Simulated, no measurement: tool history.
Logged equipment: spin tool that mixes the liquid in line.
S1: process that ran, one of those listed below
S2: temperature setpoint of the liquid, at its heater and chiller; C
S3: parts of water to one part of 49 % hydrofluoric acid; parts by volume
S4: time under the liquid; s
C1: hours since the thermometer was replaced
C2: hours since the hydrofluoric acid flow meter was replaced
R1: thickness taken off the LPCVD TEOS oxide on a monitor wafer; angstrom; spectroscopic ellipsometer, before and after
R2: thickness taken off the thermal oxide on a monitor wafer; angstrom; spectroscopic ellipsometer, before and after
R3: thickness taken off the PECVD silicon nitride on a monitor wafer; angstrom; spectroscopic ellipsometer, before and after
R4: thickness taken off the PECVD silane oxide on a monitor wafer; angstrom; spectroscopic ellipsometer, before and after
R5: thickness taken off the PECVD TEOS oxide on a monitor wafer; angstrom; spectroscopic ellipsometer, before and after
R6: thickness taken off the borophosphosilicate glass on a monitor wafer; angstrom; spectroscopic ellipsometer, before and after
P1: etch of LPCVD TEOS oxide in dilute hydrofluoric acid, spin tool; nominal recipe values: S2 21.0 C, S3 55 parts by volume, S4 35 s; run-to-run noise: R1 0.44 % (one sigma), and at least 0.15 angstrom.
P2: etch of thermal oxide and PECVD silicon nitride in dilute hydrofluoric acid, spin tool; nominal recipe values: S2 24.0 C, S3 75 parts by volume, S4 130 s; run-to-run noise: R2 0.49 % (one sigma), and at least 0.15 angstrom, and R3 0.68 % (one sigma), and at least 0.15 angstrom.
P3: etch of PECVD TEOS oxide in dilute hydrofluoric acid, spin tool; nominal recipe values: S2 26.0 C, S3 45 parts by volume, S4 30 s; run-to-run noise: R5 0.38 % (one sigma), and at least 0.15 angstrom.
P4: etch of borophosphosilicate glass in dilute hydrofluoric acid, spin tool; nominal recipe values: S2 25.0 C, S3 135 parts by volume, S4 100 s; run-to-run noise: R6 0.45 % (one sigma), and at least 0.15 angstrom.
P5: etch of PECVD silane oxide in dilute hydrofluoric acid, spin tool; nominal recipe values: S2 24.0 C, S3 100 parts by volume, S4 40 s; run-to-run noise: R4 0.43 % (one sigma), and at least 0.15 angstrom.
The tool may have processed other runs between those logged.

run 1 hour=15.5 | S1=P1 S2=21.0 S3=55 S4=35 | C1=151.8 C2=773.2 | R1=100.970
run 2 hour=25.0 | S1=P1 S2=21.0 S3=55 S4=15 | C1=161.3 C2=782.7 | R1=43.173
run 3 hour=40.6 | S1=P2 S2=24.0 S3=75 S4=130 | C1=176.9 C2=798.3 | R2=85.43 R3=28.938
run 4 hour=54.1 | S1=P1 S2=21.0 S3=55 S4=35 | C1=190.4 C2=811.8 | R1=101.590
run 5 hour=62.2 | S1=P5 S2=24.0 S3=100 S4=40 | C1=198.5 C2=819.9 | R4=82.765
run 6 hour=74.7 | S1=P3 S2=26.0 S3=45 S4=15 | C1=211.0 C2=832.4 | R5=93.107
run 7 hour=81.5 | S1=P1 S2=21.0 S3=80 S4=35 | C1=217.8 C2=839.2 | R1=67.434
run 8 hour=88.8 | S1=P4 S2=25.0 S3=135 S4=100 | C1=225.1 C2=846.5 | R6=224.290
run 9 hour=96.3 | S1=P1 S2=17.0 S3=55 S4=35 | C1=232.6 C2=854.0 | R1=86.077
run 10 hour=104.4 | S1=P1 S2=21.0 S3=55 S4=50 | C1=240.7 C2=862.1 | R1=143.990
run 11 hour=112.0 | S1=P1 S2=21.0 S3=30 S4=35 | C1=248.3 C2=869.7 | R1=192.010
run 12 hour=120.9 | S1=P5 S2=24.0 S3=35 S4=40 | C1=257.2 C2=878.6 | R4=255.730
run 13 hour=135.6 | S1=P4 S2=25.0 S3=135 S4=15 | C1=271.9 C2=893.3 | R6=33.524
run 14 hour=148.3 | S1=P3 S2=26.0 S3=30 S4=30 | C1=284.6 C2=906.0 | R5=284.820
run 15 hour=155.3 | S1=P3 S2=26.0 S3=45 S4=30 | C1=291.6 C2=913.0 | R5=186.310
run 16 hour=164.5 | S1=P2 S2=24.0 S3=75 S4=190 | C1=300.8 C2=922.2 | R2=124.97 R3=43.101
run 17 hour=178.5 | S1=P4 S2=25.0 S3=35 S4=100 | C1=314.8 C2=936.2 | R6=982.430
run 18 hour=191.0 | S1=P1 S2=21.0 S3=55 S4=35 | C1=327.3 C2=948.7 | R1=100.810
run 19 hour=204.4 | S1=P5 S2=24.0 S3=100 S4=40 | C1=340.7 C2=962.1 | R4=82.018
run 20 hour=212.3 | S1=P1 S2=17.0 S3=30 S4=35 | C1=348.6 C2=970.0 | R1=159.970
run 21 hour=222.0 | S1=P1 S2=21.0 S3=55 S4=35 | C1=358.3 C2=979.7 | R1=100.700
run 22 hour=233.8 | S1=P2 S2=24.0 S3=20 S4=130 | C1=370.1 C2=991.5 | R2=345.42 R3=105.790
run 23 hour=244.8 | S1=P4 S2=25.0 S3=135 S4=100 | C1=381.1 C2=1002.5 | R6=223.010
run 24 hour=260.3 | S1=P1 S2=26.5 S3=55 S4=35 | C1=396.6 C2=1018.0 | R1=126.020
run 25 hour=275.7 | S1=P2 S2=32.0 S3=75 S4=130 | C1=412.0 C2=1033.4 | R2=117.02 R3=48.710
run 26 hour=286.0 | S1=P4 S2=32.5 S3=135 S4=100 | C1=422.3 C2=1043.7 | R6=293.950
run 27 hour=296.4 | S1=P1 S2=24.5 S3=35 S4=35 | C1=432.7 C2=1054.1 | R1=186.530
run 28 hour=305.7 | S1=P5 S2=29.0 S3=100 S4=40 | C1=442.0 C2=1063.4 | R4=99.618
run 29 hour=317.5 | S1=P1 S2=25.5 S3=85 S4=35 | C1=453.8 C2=1075.2 | R1=75.654
run 30 hour=331.8 | S1=P3 S2=33.0 S3=45 S4=30 | C1=468.1 C2=1089.5 | R5=246.600
run 31 hour=340.0 | S1=P1 S2=21.0 S3=55 S4=35 | C1=476.3 C2=1097.7 | R1=101.030
run 32 hour=349.0 | S1=P5 S2=24.0 S3=100 S4=15 | C1=485.3 C2=1106.7 | R4=31.018
run 33 hour=356.0 | S1=P1 S2=21.0 S3=55 S4=35 | C1=492.3 C2=1113.7 | R1=100.830
run 34 hour=368.8 | S1=P1 S2=21.0 S3=55 S4=35 | C1=505.1 C2=1126.5 | R1=95.454
run 35 hour=382.0 | S1=P1 S2=21.0 S3=55 S4=35 | C1=518.3 C2=1139.7 | R1=92.778
run 36 hour=388.7 | S1=P1 S2=21.0 S3=55 S4=35 | C1=525.0 C2=1146.4 | R1=91.809
run 37 hour=396.8 | S1=P1 S2=21.0 S3=55 S4=35 | C1=533.1 C2=1154.5 | R1=91.575

What will run 38 give?
run 38 hour=410.9 | S1=P1 S2=21.0 S3=55 S4=35 | C1=547.2 C2=1168.6 | R1=?

Run 38 produced R1 91.615 angstrom.
